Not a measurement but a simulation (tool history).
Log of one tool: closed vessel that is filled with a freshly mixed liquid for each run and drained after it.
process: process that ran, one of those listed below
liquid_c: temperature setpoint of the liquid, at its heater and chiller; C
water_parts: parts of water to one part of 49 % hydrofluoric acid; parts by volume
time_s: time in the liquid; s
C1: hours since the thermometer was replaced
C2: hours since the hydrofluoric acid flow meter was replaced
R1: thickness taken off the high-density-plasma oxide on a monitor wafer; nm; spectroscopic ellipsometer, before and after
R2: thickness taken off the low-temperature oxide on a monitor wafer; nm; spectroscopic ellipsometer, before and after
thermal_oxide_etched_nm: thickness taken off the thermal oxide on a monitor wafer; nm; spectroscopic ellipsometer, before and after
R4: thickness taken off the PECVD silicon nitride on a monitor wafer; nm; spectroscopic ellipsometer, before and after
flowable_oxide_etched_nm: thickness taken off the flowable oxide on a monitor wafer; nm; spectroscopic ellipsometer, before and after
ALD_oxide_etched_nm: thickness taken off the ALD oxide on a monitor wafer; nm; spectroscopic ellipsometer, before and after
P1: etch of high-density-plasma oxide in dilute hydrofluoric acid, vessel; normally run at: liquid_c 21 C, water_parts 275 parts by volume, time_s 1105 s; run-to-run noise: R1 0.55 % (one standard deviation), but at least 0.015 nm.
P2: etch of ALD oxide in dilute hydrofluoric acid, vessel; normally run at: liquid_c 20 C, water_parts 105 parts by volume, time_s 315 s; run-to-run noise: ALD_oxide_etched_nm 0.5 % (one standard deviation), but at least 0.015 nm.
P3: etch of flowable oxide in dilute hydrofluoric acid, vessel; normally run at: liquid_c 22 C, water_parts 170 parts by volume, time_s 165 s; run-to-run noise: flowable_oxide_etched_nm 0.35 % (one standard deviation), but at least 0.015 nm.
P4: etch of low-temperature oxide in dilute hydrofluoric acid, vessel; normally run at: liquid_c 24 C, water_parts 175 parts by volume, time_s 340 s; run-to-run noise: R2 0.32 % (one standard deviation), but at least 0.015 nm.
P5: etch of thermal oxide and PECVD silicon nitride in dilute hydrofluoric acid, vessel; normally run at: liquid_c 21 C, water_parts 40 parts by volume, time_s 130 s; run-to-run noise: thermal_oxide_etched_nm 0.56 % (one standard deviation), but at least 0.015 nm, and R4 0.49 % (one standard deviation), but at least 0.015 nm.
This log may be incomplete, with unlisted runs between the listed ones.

Run 1, hour 11.4: process P1, liquid_c 21 C, water_parts 275 parts by volume, time_s 1105 s; C1 367.7; C2 423.7. Result: R1 33.297 nm.
Run 2, hour 18.6: process P1, liquid_c 21 C, water_parts 275 parts by volume, time_s 1105 s; C1 374.9; C2 430.9. Result: R1 33.169 nm.
Run 3, hour 33.9: process P4, liquid_c 24 C, water_parts 295 parts by volume, time_s 340 s; C1 390.2; C2 446.2. Result: R2 15.521 nm.
Run 4, hour 43.4: process P1, liquid_c 21 C, water_parts 275 parts by volume, time_s 1105 s; C1 399.7; C2 455.7. Result: R1 33.32 nm.
Run 5, hour 57.6: process P5, liquid_c 21 C, water_parts 25 parts by volume, time_s 130 s; C1 413.9; C2 469.9. Result: thermal_oxide_etched_nm 23.941 nm, R4 19.461 nm.
Run 6, hour 68.6: process P3, liquid_c 22 C, water_parts 300 parts by volume, time_s 165 s; C1 424.9; C2 480.9. Result: flowable_oxide_etched_nm 20.382 nm.
Run 7, hour 75.7: process P2, liquid_c 20 C, water_parts 105 parts by volume, time_s 315 s; C1 432; C2 488. Result: ALD_oxide_etched_nm 46.017 nm.
Run 8, hour 84.8: process P1, liquid_c 21 C, water_parts 275 parts by volume, time_s 1105 s; C1 441.1; C2 497.1. Result: R1 33.369 nm.
Run 9, hour 92.3: process P1, liquid_c 25.5 C, water_parts 275 parts by volume, time_s 280 s; C1 448.6; C2 504.6. Result: R1 9.8426 nm.
Run 10, hour 101.9: process P4, liquid_c 18 C, water_parts 175 parts by volume, time_s 340 s; C1 458.2; C2 514.2. Result: R2 23.555 nm.
Run 11, hour 114.3: process P1, liquid_c 21 C, water_parts 275 parts by volume, time_s 390 s; C1 470.6; C2 526.6. Result: R1 11.783 nm.
Run 12, hour 125.5: process P2, liquid_c 20 C, water_parts 185 parts by volume, time_s 315 s; C1 481.8; C2 537.8. Result: ALD_oxide_etched_nm 23.964 nm.
Run 13, hour 136.5: process P3, liquid_c 29 C, water_parts 170 parts by volume, time_s 165 s; C1 492.8; C2 548.8. Result: flowable_oxide_etched_nm 52.967 nm.
Run 14, hour 146: process P1, liquid_c 21 C, water_parts 115 parts by volume, time_s 1105 s; C1 502.3; C2 558.3. Result: R1 93.027 nm.
Run 15, hour 160.9: process P5, liquid_c 17 C, water_parts 40 parts by volume, time_s 130 s; C1 517.2; C2 573.2. Result: thermal_oxide_etched_nm 12.398 nm, R4 9.3298 nm.
Run 16, hour 175.3: process P3, liquid_c 22 C, water_parts 170 parts by volume, time_s 165 s; C1 531.6; C2 587.6. Result: flowable_oxide_etched_nm 40.945 nm.
Run 17, hour 186.6: process P5, liquid_c 21 C, water_parts 40 parts by volume, time_s 130 s; C1 542.9; C2 598.9. Result: thermal_oxide_etched_nm 14.672 nm, R4 12.363 nm.
Run 18, hour 201.5: process P1, liquid_c 21 C, water_parts 275 parts by volume, time_s 2190 s; C1 557.8; C2 613.8. Result: R1 64.884 nm.
Run 19, hour 215.1: process P1, liquid_c 27.5 C, water_parts 275 parts by volume, time_s 1105 s; C1 571.4; C2 627.4. Result: R1 41.823 nm.
Run 20, hour 229.2: process P5, liquid_c 21 C, water_parts 40 parts by volume, time_s 205 s; C1 585.5; C2 641.5. Result: thermal_oxide_etched_nm 23.369 nm, R4 19.615 nm.
Run 21, hour 241.4: process P4, liquid_c 24 C, water_parts 175 parts by volume, time_s 680 s; C1 597.7; C2 653.7. Result: R2 59.47 nm.
Run 22, hour 249.9: process P4, liquid_c 24 C, water_parts 175 parts by volume, time_s 340 s; C1 606.2; C2 662.2. Result: R2 29.691 nm.
Run 23, hour 262.3: process P2, liquid_c 24 C, water_parts 105 parts by volume, time_s 315 s; C1 618.6; C2 674.6. Result: ALD_oxide_etched_nm 54.094 nm.
Run 24, hour 276.4: process P1, liquid_c 17 C, water_parts 275 parts by volume, time_s 1105 s; C1 632.7; C2 688.7. Result: R1 28.737 nm.
Run 25, hour 287.6: process P2, liquid_c 20 C, water_parts 105 parts by volume, time_s 595 s; C1 643.9; C2 699.9. Result: ALD_oxide_etched_nm 87.132 nm.
Run 26, hour 300.5: process P1, liquid_c 21 C, water_parts 445 parts by volume, time_s 1105 s; C1 656.8; C2 712.8. Result: R1 17.654 nm.
Run 27, hour 313: process P3, liquid_c 22 C, water_parts 170 parts by volume, time_s 330 s; C1 669.3; C2 725.3. Result: flowable_oxide_etched_nm 81.151 nm.
Run 28, hour 328.8: process P1, liquid_c 21 C, water_parts 275 parts by volume, time_s 1105 s; C1 685.1; C2 741.1. Result: R1 32.943 nm.
Run 29, hour 344.8: process P2, liquid_c 20 C, water_parts 105 parts by volume, time_s 315 s; C1 701.1; C2 757.1. Result: ALD_oxide_etched_nm 46.6 nm.
Run 30, hour 352.6: process P1, liquid_c 21 C, water_parts 275 parts by volume, time_s 1105 s; C1 708.9; C2 764.9. Result: R1 33.21 nm.
Run 31, hour 366.8: process P1, liquid_c 21 C, water_parts 275 parts by volume, time_s 1105 s; C1 723.1; C2 779.1. Result: R1 34.089 nm.
Run 32, hour 375.9: process P1, liquid_c 21 C, water_parts 275 parts by volume, time_s 1105 s; C1 732.2; C2 788.2. Result: R1 34.727 nm.
Run 33, hour 388.1: process P1, liquid_c 21 C, water_parts 275 parts by volume, time_s 1105 s; C1 744.4; C2 800.4. Result: R1 35.07 nm.
Run 34, hour 402.2: process P1, liquid_c 21 C, water_parts 275 parts by volume, time_s 1105 s; C1 758.5; C2 814.5. Result: R1 35.021 nm.
Run 35, hour 410: process P1, liquid_c 21 C, water_parts 275 parts by volume, time_s 1105 s; C1 766.3; C2 822.3. Result: R1 35.46 nm.
Run 36, hour 421.5: process P1, liquid_c 21 C, water_parts 275 parts by volume, time_s 1105 s; C1 777.8; C2 833.8. Result: R1 35.547 nm.
Run 37, hour 435.9: process P1, liquid_c 21 C, water_parts 275 parts by volume, time_s 1105 s; C1 792.2; C2 848.2. Result: R1 35.202 nm.
Run 38, hour 444: process P1, liquid_c 21 C, water_parts 275 parts by volume, time_s 1105 s; C1 800.3; C2 856.3. Result: R1 35.394 nm.
Run 39, hour 458.6: process P1, liquid_c 21 C, water_parts 275 parts by volume, time_s 1105 s; C1 814.9; C2 870.9. Result: R1 35.3 nm.
Run 40, hour 471.6: process P1, liquid_c 21 C, water_parts 275 parts by volume, time_s 1105 s; C1 827.9; C2 883.9. Result: R1 35.891 nm.

P1 has crept away from where it was. The log is fitted equally well by each of these 2 causes, at the sizes shown:
A: hydrofluoric acid flow above the setpoint (%) = 6.11
B: liquid hotter than its thermometer reads (K) = 2.06
The gradual shift began around hour 352.6.

4 check runs are offered, one wafer each, their results left as question marks. Which one tells the causes apart?
Run check 1, hour 484.6: process P5, liquid_c 17 C, water_parts 40 parts by volume, time_s 130 s. Result: thermal_oxide_etched_nm ?, R4 ?.
Run check 2, hour 484.6: process P4, liquid_c 24 C, water_parts 290 parts by volume, time_s 575 s. Result: R2 ?.
Run check 3, hour 484.6: process P2, liquid_c 20 C, water_parts 170 parts by volume, time_s 315 s. Result: ALD_oxide_etched_nm ?.
Run check 4, hour 484.6: process P3, liquid_c 22 C, water_parts 295 parts by volume, time_s 315 s. Result: flowable_oxide_etched_nm ?.

Outcome of each check run for each possible cause:
  check                    result    if A    if B
check 1   thermal_oxide_etched_nm  13.211  13.581
check 1                        R4  9.9034  10.822
check 2                        R2  28.975  28.837
check 3       ALD_oxide_etched_nm  28.441   28.75
check 4  flowable_oxide_etched_nm  42.637  42.521
Per-check spread between the two closest causes, in the result where they differ most: check 1 8.87 %; check 2 0.48 %; check 3 1.08 %; check 4 0.27 %
Check 1 distinguishes between the causes, while the remaining checks would return nearly the same result for all of them.

Running check 1 produced the following: thermal_oxide_etched_nm 13.136 nm; R4 9.8646 nm. Which one of the listed causes fits?

The correct cause is A, namely: hydrofluoric acid flow above the setpoint (%).
